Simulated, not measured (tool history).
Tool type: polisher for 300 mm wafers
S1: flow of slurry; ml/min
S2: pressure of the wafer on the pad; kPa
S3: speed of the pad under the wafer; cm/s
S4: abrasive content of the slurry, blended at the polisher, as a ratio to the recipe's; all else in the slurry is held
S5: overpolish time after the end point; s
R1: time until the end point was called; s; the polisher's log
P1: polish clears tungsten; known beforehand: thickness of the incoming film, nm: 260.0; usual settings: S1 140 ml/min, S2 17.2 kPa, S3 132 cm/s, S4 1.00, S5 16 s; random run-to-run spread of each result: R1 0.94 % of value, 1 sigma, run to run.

| run | hour | S1 | S2 | S3 | S4 | S5 | R1 |
|---|---|---|---|---|---|---|---|
| 1 | 6.1 | 140 | 17.2 | 132 | 1.00 | 16 | 52.204 |
| 2 | 15.3 | 140 | 17.2 | 132 | 1.00 | 16 | 52.012 |
| 3 | 21.1 | 140 | 7.6 | 132 | 1.00 | 16 | 116.310 |
| 4 | 25.9 | 140 | 17.2 | 132 | 1.00 | 16 | 51.155 |
| 5 | 31.3 | 140 | 17.2 | 132 | 0.60 | 16 | 57.848 |
| 6 | 36.8 | 140 | 17.2 | 132 | 1.00 | 16 | 52.335 |
| 7 | 43.3 | 140 | 17.2 | 132 | 1.00 | 5 | 51.989 |
|  | 51.3 | slurry nozzle cleaned |
| 8 | 51.4 | 140 | 17.2 | 132 | 1.00 | 16 | 51.423 |
| 9 | 60.3 | 140 | 17.2 | 190 | 1.00 | 16 | 36.095 |
| 10 | 66.5 | 140 | 22.1 | 132 | 1.00 | 16 | 40.626 |
| 11 | 76.0 | 85 | 17.2 | 132 | 1.00 | 16 | 57.557 |
|  | 83.8 | head pressure recalibrated |
| 12 | 85.3 | 140 | 17.2 | 132 | 1.45 | 16 | 47.699 |
| 13 | 89.6 | 140 | 17.2 | 132 | 1.00 | 25 | 51.982 |
| 14 | 95.2 | 140 | 17.2 | 184 | 1.25 | 16 | 35.127 |
| 15 | 100.6 | 140 | 17.2 | 88 | 1.00 | 16 | 77.668 |
| 16 | 105.8 | 140 | 17.2 | 132 | 1.00 | 16 | 51.681 |
|  | 108.7 | worn pad replaced by a new one |
| 17 | 114.2 | 215 | 17.2 | 132 | 1.00 | 16 | 48.384 |
| 18 | 123.3 | 140 | 17.2 | 132 | 1.00 | 16 | 51.678 |
| 19 | 129.3 | 140 | 17.2 | 132 | 1.00 | 16 | 52.109 |
| 20 | 137.2 | 140 | 17.2 | 132 | 1.00 | 16 | 54.597 |
| 21 | 145.8 | 140 | 17.2 | 132 | 1.00 | 16 | 56.351 |
|  | 151.9 | slurry blender recalibrated |
| 22 | 153.0 | 140 | 17.2 | 132 | 1.00 | 16 | 56.354 |
|  | 159.2 | worn pad replaced by a new one |
| 23 | 161.1 | 140 | 17.2 | 132 | 1.00 | 16 | 57.091 |
| 24 | 167.2 | 140 | 17.2 | 132 | 1.00 | 16 | 56.868 |
|  | 167.7 | head pressure recalibrated |
| 25 | 173.2 | 140 | 17.2 | 132 | 1.00 | 16 | 57.055 |

Predict the results of run 26:
| 26 | 178.7 | 140 | 17.2 | 132 | 1.00 | 16 | ? |

R1: 57.142 s
